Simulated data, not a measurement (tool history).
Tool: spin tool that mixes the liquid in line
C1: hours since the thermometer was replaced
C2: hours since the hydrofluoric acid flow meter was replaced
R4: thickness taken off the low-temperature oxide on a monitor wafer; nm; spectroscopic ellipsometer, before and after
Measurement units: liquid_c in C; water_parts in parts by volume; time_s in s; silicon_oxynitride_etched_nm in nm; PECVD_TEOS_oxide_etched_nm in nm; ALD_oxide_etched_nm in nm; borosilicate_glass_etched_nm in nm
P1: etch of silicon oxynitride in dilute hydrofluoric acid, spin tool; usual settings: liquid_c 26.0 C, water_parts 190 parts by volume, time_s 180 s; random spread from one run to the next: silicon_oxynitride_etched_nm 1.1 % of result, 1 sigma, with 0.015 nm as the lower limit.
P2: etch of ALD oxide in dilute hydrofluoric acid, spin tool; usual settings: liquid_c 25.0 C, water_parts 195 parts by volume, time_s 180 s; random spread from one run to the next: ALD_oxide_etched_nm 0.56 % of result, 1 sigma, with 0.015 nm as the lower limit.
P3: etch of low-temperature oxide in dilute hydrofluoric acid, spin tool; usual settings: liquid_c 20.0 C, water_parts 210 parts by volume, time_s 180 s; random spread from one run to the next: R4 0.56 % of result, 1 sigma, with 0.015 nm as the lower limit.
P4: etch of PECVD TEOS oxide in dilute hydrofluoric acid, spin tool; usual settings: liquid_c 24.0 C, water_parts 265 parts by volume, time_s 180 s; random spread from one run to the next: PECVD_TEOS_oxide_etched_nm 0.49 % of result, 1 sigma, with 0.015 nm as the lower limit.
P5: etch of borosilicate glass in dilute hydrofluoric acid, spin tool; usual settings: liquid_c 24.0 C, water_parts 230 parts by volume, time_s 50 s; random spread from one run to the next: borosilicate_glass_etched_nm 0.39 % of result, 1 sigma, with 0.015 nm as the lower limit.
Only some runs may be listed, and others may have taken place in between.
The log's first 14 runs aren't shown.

{"run": 15, "hour": 126.8, "process": "P2", "liquid_c": 25.0, "water_parts": 55, "time_s": 180, "C1": 33.6, "C2": 1039.8, "ALD_oxide_etched_nm": 56.373}
{"run": 16, "hour": 136.0, "process": "P1", "liquid_c": 18.5, "water_parts": 190, "time_s": 180, "C1": 42.8, "C2": 1049.0, "silicon_oxynitride_etched_nm": 1.3015}
{"run": 17, "hour": 143.8, "process": "P1", "liquid_c": 26.0, "water_parts": 190, "time_s": 30, "C1": 50.6, "C2": 1056.8, "silicon_oxynitride_etched_nm": 0.33768}
{"run": 18, "hour": 153.1, "process": "P1", "liquid_c": 26.0, "water_parts": 190, "time_s": 180, "C1": 59.9, "C2": 1066.1, "silicon_oxynitride_etched_nm": 1.8518}
{"run": 19, "hour": 161.8, "process": "P5", "liquid_c": 24.0, "water_parts": 230, "time_s": 20, "C1": 68.6, "C2": 1074.8, "borosilicate_glass_etched_nm": 2.0946}
{"run": 20, "hour": 170.6, "process": "P3", "liquid_c": 26.5, "water_parts": 210, "time_s": 180, "C1": 77.4, "C2": 1083.6, "R4": 9.0389}
{"run": 21, "hour": 177.8, "process": "P2", "liquid_c": 25.0, "water_parts": 195, "time_s": 330, "C1": 84.6, "C2": 1090.8, "ALD_oxide_etched_nm": 24.153}
{"run": 22, "hour": 183.8, "process": "P1", "liquid_c": 30.5, "water_parts": 190, "time_s": 255, "C1": 90.6, "C2": 1096.8, "silicon_oxynitride_etched_nm": 3.2405}

The next listed run, before its measurement:
{"run": 23, "hour": 191.6, "process": "P3", "liquid_c": 20.0, "water_parts": 90, "time_s": 180, "C1": 98.4, "C2": 1104.6, "R4": "?"}

Run 23 yielded R4 18.8810 nm.
